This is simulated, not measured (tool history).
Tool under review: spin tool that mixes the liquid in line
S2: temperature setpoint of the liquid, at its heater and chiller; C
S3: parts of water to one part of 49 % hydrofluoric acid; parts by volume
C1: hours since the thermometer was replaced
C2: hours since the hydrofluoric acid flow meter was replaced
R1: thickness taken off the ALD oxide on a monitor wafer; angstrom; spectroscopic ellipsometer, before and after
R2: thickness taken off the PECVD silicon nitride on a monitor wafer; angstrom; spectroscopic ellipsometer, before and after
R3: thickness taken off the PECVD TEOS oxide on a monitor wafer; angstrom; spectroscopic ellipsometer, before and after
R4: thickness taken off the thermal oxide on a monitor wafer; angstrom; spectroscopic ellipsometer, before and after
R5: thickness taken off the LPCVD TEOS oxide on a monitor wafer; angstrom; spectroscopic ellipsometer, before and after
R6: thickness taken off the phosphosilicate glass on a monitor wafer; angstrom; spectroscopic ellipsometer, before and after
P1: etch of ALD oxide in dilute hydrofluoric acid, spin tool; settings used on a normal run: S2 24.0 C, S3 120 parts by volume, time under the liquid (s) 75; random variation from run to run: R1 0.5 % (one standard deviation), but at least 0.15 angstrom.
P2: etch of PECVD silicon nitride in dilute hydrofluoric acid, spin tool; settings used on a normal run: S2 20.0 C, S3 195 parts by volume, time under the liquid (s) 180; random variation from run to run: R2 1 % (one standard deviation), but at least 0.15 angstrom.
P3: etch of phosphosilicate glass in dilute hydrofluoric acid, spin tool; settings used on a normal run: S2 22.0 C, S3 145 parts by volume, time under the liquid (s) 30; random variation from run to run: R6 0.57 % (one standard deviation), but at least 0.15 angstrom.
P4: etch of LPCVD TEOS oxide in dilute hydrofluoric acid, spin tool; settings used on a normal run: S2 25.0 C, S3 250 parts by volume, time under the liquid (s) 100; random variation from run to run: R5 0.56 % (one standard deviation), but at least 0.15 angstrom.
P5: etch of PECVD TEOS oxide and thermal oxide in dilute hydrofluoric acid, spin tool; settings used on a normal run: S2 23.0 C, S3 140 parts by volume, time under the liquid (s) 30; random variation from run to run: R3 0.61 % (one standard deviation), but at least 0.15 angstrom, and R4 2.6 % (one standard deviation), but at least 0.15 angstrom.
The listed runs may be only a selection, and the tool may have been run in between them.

run 1 hour=6.8 | process_that_ran=P1 S2=24.0 S3=120 time_under_the_liquid_(s)=75 | C1=477.1 C2=619.1 | R1=85.714
run 2 hour=12.7 | process_that_ran=P1 S2=24.0 S3=75 time_under_the_liquid_(s)=75 | C1=483.0 C2=625.0 | R1=145.490
run 3 hour=17.4 | process_that_ran=P2 S2=20.0 S3=195 time_under_the_liquid_(s)=15 | C1=487.7 C2=629.7 | R2=1.6831
-- hour=20.2 thermometer replaced
run 4 hour=21.0 | process_that_ran=P1 S2=24.0 S3=120 time_under_the_liquid_(s)=75 | C1=0.9 C2=633.3 | R1=86.661
run 5 hour=25.7 | process_that_ran=P5 S2=23.0 S3=60 time_under_the_liquid_(s)=30 | C1=5.6 C2=638.0 | R3=133.100 R4=24.8450
run 6 hour=32.9 | process_that_ran=P2 S2=20.0 S3=195 time_under_the_liquid_(s)=180 | C1=12.8 C2=645.2 | R2=20.4200
run 7 hour=39.5 | process_that_ran=P2 S2=20.0 S3=110 time_under_the_liquid_(s)=180 | C1=19.4 C2=651.8 | R2=35.6220
run 8 hour=44.8 | process_that_ran=P1 S2=24.0 S3=40 time_under_the_liquid_(s)=115 | C1=24.7 C2=657.1 | R1=431.890
run 9 hour=52.0 | process_that_ran=P2 S2=27.5 S3=195 time_under_the_liquid_(s)=180 | C1=31.9 C2=664.3 | R2=33.4780
run 10 hour=59.1 | process_that_ran=P1 S2=19.5 S3=120 time_under_the_liquid_(s)=75 | C1=39.0 C2=671.4 | R1=70.854
run 11 hour=62.6 | process_that_ran=P5 S2=23.0 S3=140 time_under_the_liquid_(s)=30 | C1=42.5 C2=674.9 | R3=51.350 R4=9.1424
run 12 hour=70.1 | process_that_ran=P4 S2=31.0 S3=250 time_under_the_liquid_(s)=100 | C1=50.0 C2=682.4 | R5=75.0080
run 13 hour=74.9 | process_that_ran=P3 S2=22.0 S3=145 time_under_the_liquid_(s)=30 | C1=54.8 C2=687.2 | R6=217.15
run 14 hour=78.9 | process_that_ran=P3 S2=22.0 S3=145 time_under_the_liquid_(s)=15 | C1=58.8 C2=691.2 | R6=107.97
run 15 hour=83.9 | process_that_ran=P2 S2=20.0 S3=195 time_under_the_liquid_(s)=180 | C1=63.8 C2=696.2 | R2=20.6240
run 16 hour=87.4 | process_that_ran=P1 S2=24.0 S3=185 time_under_the_liquid_(s)=75 | C1=67.3 C2=699.7 | R1=52.099
run 17 hour=91.5 | process_that_ran=P1 S2=24.0 S3=120 time_under_the_liquid_(s)=25 | C1=71.4 C2=703.8 | R1=28.685
run 18 hour=95.0 | process_that_ran=P1 S2=31.0 S3=120 time_under_the_liquid_(s)=75 | C1=74.9 C2=707.3 | R1=110.590
run 19 hour=101.4 | process_that_ran=P5 S2=31.5 S3=140 time_under_the_liquid_(s)=30 | C1=81.3 C2=713.7 | R3=70.477 R4=13.0880
run 20 hour=105.6 | process_that_ran=P1 S2=24.0 S3=75 time_under_the_liquid_(s)=40 | C1=85.5 C2=717.9 | R1=77.725
run 21 hour=111.1 | process_that_ran=P4 S2=25.0 S3=250 time_under_the_liquid_(s)=100 | C1=91.0 C2=723.4 | R5=60.4010
run 22 hour=116.7 | process_that_ran=P1 S2=24.0 S3=120 time_under_the_liquid_(s)=115 | C1=96.6 C2=729.0 | R1=131.410
run 23 hour=121.1 | process_that_ran=P1 S2=24.0 S3=120 time_under_the_liquid_(s)=75 | C1=101.0 C2=733.4 | R1=86.233
run 24 hour=127.2 | process_that_ran=P5 S2=23.0 S3=140 time_under_the_liquid_(s)=30 | C1=107.1 C2=739.5 | R3=51.412 R4=9.8195
run 25 hour=133.6 | process_that_ran=P3 S2=22.0 S3=230 time_under_the_liquid_(s)=30 | C1=113.5 C2=745.9 | R6=124.13
run 26 hour=139.1 | process_that_ran=P1 S2=24.0 S3=120 time_under_the_liquid_(s)=75 | C1=119.0 C2=751.4 | R1=86.708
run 27 hour=145.4 | process_that_ran=P3 S2=26.0 S3=145 time_under_the_liquid_(s)=30 | C1=125.3 C2=757.7 | R6=250.31
run 28 hour=150.7 | process_that_ran=P5 S2=23.0 S3=140 time_under_the_liquid_(s)=15 | C1=130.6 C2=763.0 | R3=25.651 R4=4.5495
run 29 hour=157.1 | process_that_ran=P4 S2=25.0 S3=150 time_under_the_liquid_(s)=100 | C1=137.0 C2=769.4 | R5=112.6500
run 30 hour=164.4 | process_that_ran=P4 S2=25.0 S3=250 time_under_the_liquid_(s)=15 | C1=144.3 C2=776.7 | R5=8.7591
run 31 hour=168.0 | process_that_ran=P1 S2=24.0 S3=120 time_under_the_liquid_(s)=75 | C1=147.9 C2=780.3 | R1=86.263
run 32 hour=174.5 | process_that_ran=P1 S2=24.0 S3=120 time_under_the_liquid_(s)=75 | C1=154.4 C2=786.8 | R1=90.286
run 33 hour=179.2 | process_that_ran=P1 S2=24.0 S3=120 time_under_the_liquid_(s)=75 | C1=159.1 C2=791.5 | R1=90.798
run 34 hour=184.4 | process_that_ran=P1 S2=24.0 S3=120 time_under_the_liquid_(s)=75 | C1=164.3 C2=796.7 | R1=92.509
run 35 hour=191.3 | process_that_ran=P1 S2=24.0 S3=120 time_under_the_liquid_(s)=75 | C1=171.2 C2=803.6 | R1=92.698
run 36 hour=195.4 | process_that_ran=P1 S2=24.0 S3=120 time_under_the_liquid_(s)=75 | C1=175.3 C2=807.7 | R1=92.286
run 37 hour=200.8 | process_that_ran=P1 S2=24.0 S3=120 time_under_the_liquid_(s)=75 | C1=180.7 C2=813.1 | R1=92.710

The output of P1 has drifted from where it used to be. Each of the 2 causes below, taken at the size shown beside it, accounts for the log equally well:
A: hydrofluoric acid flow above the setpoint (%) = 7.1
B: liquid hotter than its thermometer reads (K) = 2.02
The process output started creeping at around hour 168.0.

Consider the 4 check runs below, whose results appear as question marks and each of which averages 3 wafers. Which one distinguishes the causes, in that each cause would give it a clearly different result?
run check 1 hour=206.2 | process_that_ran=P2 S2=27.5 S3=195 time_under_the_liquid_(s)=180 | R2=?
run check 2 hour=206.2 | process_that_ran=P4 S2=25.0 S3=170 time_under_the_liquid_(s)=35 | R5=?
run check 3 hour=206.2 | process_that_ran=P3 S2=22.0 S3=195 time_under_the_liquid_(s)=15 | R6=?
run check 4 hour=206.2 | process_that_ran=P5 S2=27.5 S3=140 time_under_the_liquid_(s)=15 | R3=? R4=?

Check results expected under each cause:
check=check_1 result=R2 if_A=35.3040 if_B=37.2520
check=check_2 result=R5 if_A=36.8220 if_B=36.5670
check=check_3 result=R6 if_A=82.607 if_B=82.085
check=check_4 result=R3 if_A=32.942 if_B=32.745
check=check_4 result=R4 if_A=6.1260 if_B=6.0894
Per check, the gap between the least separated pair of causes, taken in the result that splits them most: check 1 5.37 %; check 2 0.7 %; check 3 0.63 %; check 4 0.6 %
The other checks would show nearly matching results whichever cause is true, so check 1 is the only one that separates the causes.

With check 1 done, the readings were: R2 35.2990 angstrom. Identify which of the listed causes applies.

The correct cause is A, namely: hydrofluoric acid flow above the setpoint (%).
